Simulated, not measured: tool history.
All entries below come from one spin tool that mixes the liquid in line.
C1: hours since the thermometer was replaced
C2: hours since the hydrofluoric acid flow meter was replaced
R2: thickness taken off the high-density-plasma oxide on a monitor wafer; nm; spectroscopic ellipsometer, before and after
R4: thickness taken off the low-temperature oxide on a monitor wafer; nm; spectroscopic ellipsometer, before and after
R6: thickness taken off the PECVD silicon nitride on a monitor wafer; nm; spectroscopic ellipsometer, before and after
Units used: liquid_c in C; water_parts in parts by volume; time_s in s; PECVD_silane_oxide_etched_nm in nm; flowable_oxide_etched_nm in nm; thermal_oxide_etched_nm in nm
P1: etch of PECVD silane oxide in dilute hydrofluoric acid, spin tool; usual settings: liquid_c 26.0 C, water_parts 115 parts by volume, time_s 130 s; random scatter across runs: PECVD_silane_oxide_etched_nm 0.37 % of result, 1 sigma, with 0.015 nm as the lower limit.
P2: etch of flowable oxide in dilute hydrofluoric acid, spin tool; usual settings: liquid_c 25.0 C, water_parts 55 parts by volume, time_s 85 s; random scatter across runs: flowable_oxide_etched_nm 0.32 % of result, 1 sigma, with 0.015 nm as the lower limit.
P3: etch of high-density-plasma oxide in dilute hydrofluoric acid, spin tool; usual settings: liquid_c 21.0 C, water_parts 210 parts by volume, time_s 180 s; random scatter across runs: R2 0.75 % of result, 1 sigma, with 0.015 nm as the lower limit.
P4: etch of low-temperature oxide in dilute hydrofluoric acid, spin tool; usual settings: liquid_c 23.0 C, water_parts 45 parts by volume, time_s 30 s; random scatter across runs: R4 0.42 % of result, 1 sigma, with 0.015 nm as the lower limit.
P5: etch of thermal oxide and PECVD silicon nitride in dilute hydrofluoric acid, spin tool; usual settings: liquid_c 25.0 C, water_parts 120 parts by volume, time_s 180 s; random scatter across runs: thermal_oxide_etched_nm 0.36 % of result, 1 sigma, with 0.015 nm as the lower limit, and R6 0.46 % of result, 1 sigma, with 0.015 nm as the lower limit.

Run 1, day 0.300: process P1, liquid_c 26.0 C, water_parts 115 parts by volume, time_s 130 s; C1 860.7; C2 292.7. Result: PECVD_silane_oxide_etched_nm 30.1400 nm.
Run 2, day 0.554: process P3, liquid_c 17.0 C, water_parts 210 parts by volume, time_s 180 s; C1 866.8; C2 298.8. Result: R2 2.8088 nm.
Run 3, day 0.883: process P3, liquid_c 21.0 C, water_parts 210 parts by volume, time_s 180 s; C1 874.7; C2 306.7. Result: R2 3.3517 nm.
Run 4, day 1.208: process P1, liquid_c 26.0 C, water_parts 160 parts by volume, time_s 70 s; C1 882.5; C2 314.5. Result: PECVD_silane_oxide_etched_nm 11.1200 nm.
Run 5, day 1.438: process P2, liquid_c 25.0 C, water_parts 55 parts by volume, time_s 85 s; C1 888.0; C2 320.0. Result: flowable_oxide_etched_nm 57.169 nm.
Run 6, day 1.783: process P4, liquid_c 23.0 C, water_parts 45 parts by volume, time_s 30 s; C1 896.3; C2 328.3. Result: R4 16.9430 nm.
Run 7, day 2.079: process P1, liquid_c 26.0 C, water_parts 115 parts by volume, time_s 130 s; C1 903.4; C2 335.4. Result: PECVD_silane_oxide_etched_nm 30.1660 nm.
Run 8, day 2.450: process P1, liquid_c 26.0 C, water_parts 115 parts by volume, time_s 130 s; C1 912.3; C2 344.3. Result: PECVD_silane_oxide_etched_nm 30.2880 nm.
Run 9, day 2.771: process P5, liquid_c 25.0 C, water_parts 120 parts by volume, time_s 180 s; C1 920.0; C2 352.0. Result: thermal_oxide_etched_nm 7.1822 nm, R6 8.7651 nm.
Run 10, day 3.150: process P1, liquid_c 26.0 C, water_parts 115 parts by volume, time_s 130 s; C1 929.1; C2 361.1. Result: PECVD_silane_oxide_etched_nm 30.1540 nm.
Run 11, day 3.442: process P2, liquid_c 32.5 C, water_parts 55 parts by volume, time_s 85 s; C1 936.1; C2 368.1. Result: flowable_oxide_etched_nm 76.790 nm.
Run 12, day 3.667: process P4, liquid_c 23.0 C, water_parts 25 parts by volume, time_s 30 s; C1 941.5; C2 373.5. Result: R4 31.3630 nm.
Run 13, day 3.971: process P4, liquid_c 23.0 C, water_parts 45 parts by volume, time_s 15 s; C1 948.8; C2 380.8. Result: R4 8.4193 nm.
Run 14, day 4.208: process P1, liquid_c 26.0 C, water_parts 115 parts by volume, time_s 130 s; C1 954.5; C2 386.5. Result: PECVD_silane_oxide_etched_nm 30.0940 nm.
Run 15, day 4.567: process P5, liquid_c 25.0 C, water_parts 120 parts by volume, time_s 180 s; C1 963.1; C2 395.1. Result: thermal_oxide_etched_nm 7.2776 nm, R6 8.8154 nm.
Run 16, day 4.908: process P1, liquid_c 26.0 C, water_parts 190 parts by volume, time_s 130 s; C1 971.3; C2 403.3. Result: PECVD_silane_oxide_etched_nm 16.7140 nm.
Run 17, day 5.258: process P5, liquid_c 25.0 C, water_parts 70 parts by volume, time_s 180 s; C1 979.7; C2 411.7. Result: thermal_oxide_etched_nm 13.2800 nm, R6 14.9740 nm.
Run 18, day 5.642: process P5, liquid_c 32.0 C, water_parts 120 parts by volume, time_s 180 s; C1 988.9; C2 420.9. Result: thermal_oxide_etched_nm 9.4314 nm, R6 13.5720 nm.
Run 19, day 5.892: process P3, liquid_c 21.0 C, water_parts 210 parts by volume, time_s 340 s; C1 994.9; C2 426.9. Result: R2 6.2191 nm.
Run 20, day 6.292: process P1, liquid_c 29.5 C, water_parts 115 parts by volume, time_s 130 s; C1 1004.5; C2 436.5. Result: PECVD_silane_oxide_etched_nm 34.4350 nm.
Run 21, day 6.588: process P4, liquid_c 31.0 C, water_parts 45 parts by volume, time_s 30 s; C1 1011.6; C2 443.6. Result: R4 23.3420 nm.
Run 22, day 6.833: process P1, liquid_c 26.0 C, water_parts 115 parts by volume, time_s 30 s; C1 1017.5; C2 449.5. Result: PECVD_silane_oxide_etched_nm 6.9915 nm.
Run 23, day 7.092: process P3, liquid_c 21.0 C, water_parts 340 parts by volume, time_s 180 s; C1 1023.7; C2 455.7. Result: R2 1.8269 nm.
Run 24, day 7.433: process P2, liquid_c 25.0 C, water_parts 55 parts by volume, time_s 15 s; C1 1031.9; C2 463.9. Result: flowable_oxide_etched_nm 10.103 nm.
Run 25, day 7.817: process P5, liquid_c 25.0 C, water_parts 120 parts by volume, time_s 25 s; C1 1041.1; C2 473.1. Result: thermal_oxide_etched_nm 1.0125 nm, R6 1.2273 nm.
Run 26, day 8.054: process P1, liquid_c 26.0 C, water_parts 115 parts by volume, time_s 130 s; C1 1046.8; C2 478.8. Result: PECVD_silane_oxide_etched_nm 29.9930 nm.
Run 27, day 8.262: process P4, liquid_c 23.0 C, water_parts 45 parts by volume, time_s 30 s; C1 1051.8; C2 483.8. Result: R4 16.7760 nm.
Run 28, day 8.629: process P2, liquid_c 25.0 C, water_parts 55 parts by volume, time_s 85 s; C1 1060.6; C2 492.6. Result: flowable_oxide_etched_nm 57.134 nm.
Run 29, day 8.904: process P2, liquid_c 25.0 C, water_parts 105 parts by volume, time_s 85 s; C1 1067.2; C2 499.2. Result: flowable_oxide_etched_nm 28.046 nm.
Run 30, day 9.146: process P1, liquid_c 26.0 C, water_parts 115 parts by volume, time_s 130 s; C1 1073.0; C2 505.0. Result: PECVD_silane_oxide_etched_nm 30.2630 nm.
Run 31, day 9.412: process P1, liquid_c 26.0 C, water_parts 25 parts by volume, time_s 130 s; C1 1079.4; C2 511.4. Result: PECVD_silane_oxide_etched_nm 156.7700 nm.
Run 32, day 9.750: process P1, liquid_c 26.0 C, water_parts 115 parts by volume, time_s 240 s; C1 1087.5; C2 519.5. Result: PECVD_silane_oxide_etched_nm 55.7510 nm.
Run 33, day 10.104: process P1, liquid_c 19.5 C, water_parts 115 parts by volume, time_s 130 s; C1 1096.0; C2 528.0. Result: PECVD_silane_oxide_etched_nm 23.1810 nm.
Run 34, day 10.308: process P1, liquid_c 26.0 C, water_parts 115 parts by volume, time_s 130 s; C1 1100.9; C2 532.9. Result: PECVD_silane_oxide_etched_nm 30.1160 nm.
Run 35, day 10.550: process P1, liquid_c 26.0 C, water_parts 115 parts by volume, time_s 130 s; C1 1106.7; C2 538.7. Result: PECVD_silane_oxide_etched_nm 30.7090 nm.
Run 36, day 10.921: process P1, liquid_c 26.0 C, water_parts 115 parts by volume, time_s 130 s; C1 1115.6; C2 547.6. Result: PECVD_silane_oxide_etched_nm 31.1710 nm.
Run 37, day 11.112: process P1, liquid_c 26.0 C, water_parts 115 parts by volume, time_s 130 s; C1 1120.2; C2 552.2. Result: PECVD_silane_oxide_etched_nm 31.1750 nm.
Run 38, day 11.367: process P1, liquid_c 26.0 C, water_parts 115 parts by volume, time_s 130 s; C1 1126.3; C2 558.3. Result: PECVD_silane_oxide_etched_nm 31.4600 nm.
Run 39, day 11.688: process P1, liquid_c 26.0 C, water_parts 115 parts by volume, time_s 130 s; C1 1134.0; C2 566.0. Result: PECVD_silane_oxide_etched_nm 31.6810 nm.
Run 40, day 11.954: process P1, liquid_c 26.0 C, water_parts 115 parts by volume, time_s 130 s; C1 1140.4; C2 572.4. Result: PECVD_silane_oxide_etched_nm 31.9380 nm.
Run 41, day 12.346: process P1, liquid_c 26.0 C, water_parts 115 parts by volume, time_s 130 s; C1 1149.8; C2 581.8. Result: PECVD_silane_oxide_etched_nm 31.8450 nm.
Run 42, day 12.704: process P1, liquid_c 26.0 C, water_parts 115 parts by volume, time_s 130 s; C1 1158.4; C2 590.4. Result: PECVD_silane_oxide_etched_nm 31.9360 nm.
Run 43, day 13.038: process P1, liquid_c 26.0 C, water_parts 115 parts by volume, time_s 130 s; C1 1166.4; C2 598.4. Result: PECVD_silane_oxide_etched_nm 31.9700 nm.
Run 44, day 13.304: process P1, liquid_c 26.0 C, water_parts 115 parts by volume, time_s 130 s; C1 1172.8; C2 604.8. Result: PECVD_silane_oxide_etched_nm 31.8400 nm.
Run 45, day 13.554: process P1, liquid_c 26.0 C, water_parts 115 parts by volume, time_s 130 s; C1 1178.8; C2 610.8. Result: PECVD_silane_oxide_etched_nm 31.8140 nm.

Compared with where it was, what P1 gives has crept away. Each cause listed below fits the log as well as the rest, at the size given for it:
A: liquid hotter than its thermometer reads (K) = 1.45
B: hydrofluoric acid flow above the setpoint (%) = 4.97
The creep began at about day 10.308.

The 4 check runs listed below each average the results of 2 wafers, and their outcomes are marked with question marks. Under which run would the listed causes produce clearly different results?
Run check 1, day 13.804: process P5, liquid_c 30.5 C, water_parts 120 parts by volume, time_s 55 s. Result: thermal_oxide_etched_nm ?, R6 ?.
Run check 2, day 13.804: process P4, liquid_c 30.5 C, water_parts 45 parts by volume, time_s 15 s. Result: R4 ?.
Run check 3, day 13.804: process P2, liquid_c 31.0 C, water_parts 55 parts by volume, time_s 40 s. Result: flowable_oxide_etched_nm ?.
Run check 4, day 13.804: process P3, liquid_c 17.0 C, water_parts 210 parts by volume, time_s 180 s. Result: R2 ?.

What each check would give under each cause:
  check                    result     if A     if B
check 1   thermal_oxide_etched_nm   2.8728   2.8831
check 1                        R6   4.1600   3.9964
check 2                        R4  12.1060  12.0480
check 3  flowable_oxide_etched_nm   36.144   36.024
check 4                        R2   2.9852   2.9866
Per check, the gap between the least separated pair of causes, taken in the result that splits them most: check 1 4.01 %; check 2 0.48 %; check 3 0.33 %; check 4 0.05 %
Only check 1 tells the causes apart: in the others they would give nearly the same result.

Check 1 was then run and gave: thermal_oxide_etched_nm 2.8820 nm; R6 4.1524 nm. Which cause is it?

The cause is A: liquid hotter than its thermometer reads (K).

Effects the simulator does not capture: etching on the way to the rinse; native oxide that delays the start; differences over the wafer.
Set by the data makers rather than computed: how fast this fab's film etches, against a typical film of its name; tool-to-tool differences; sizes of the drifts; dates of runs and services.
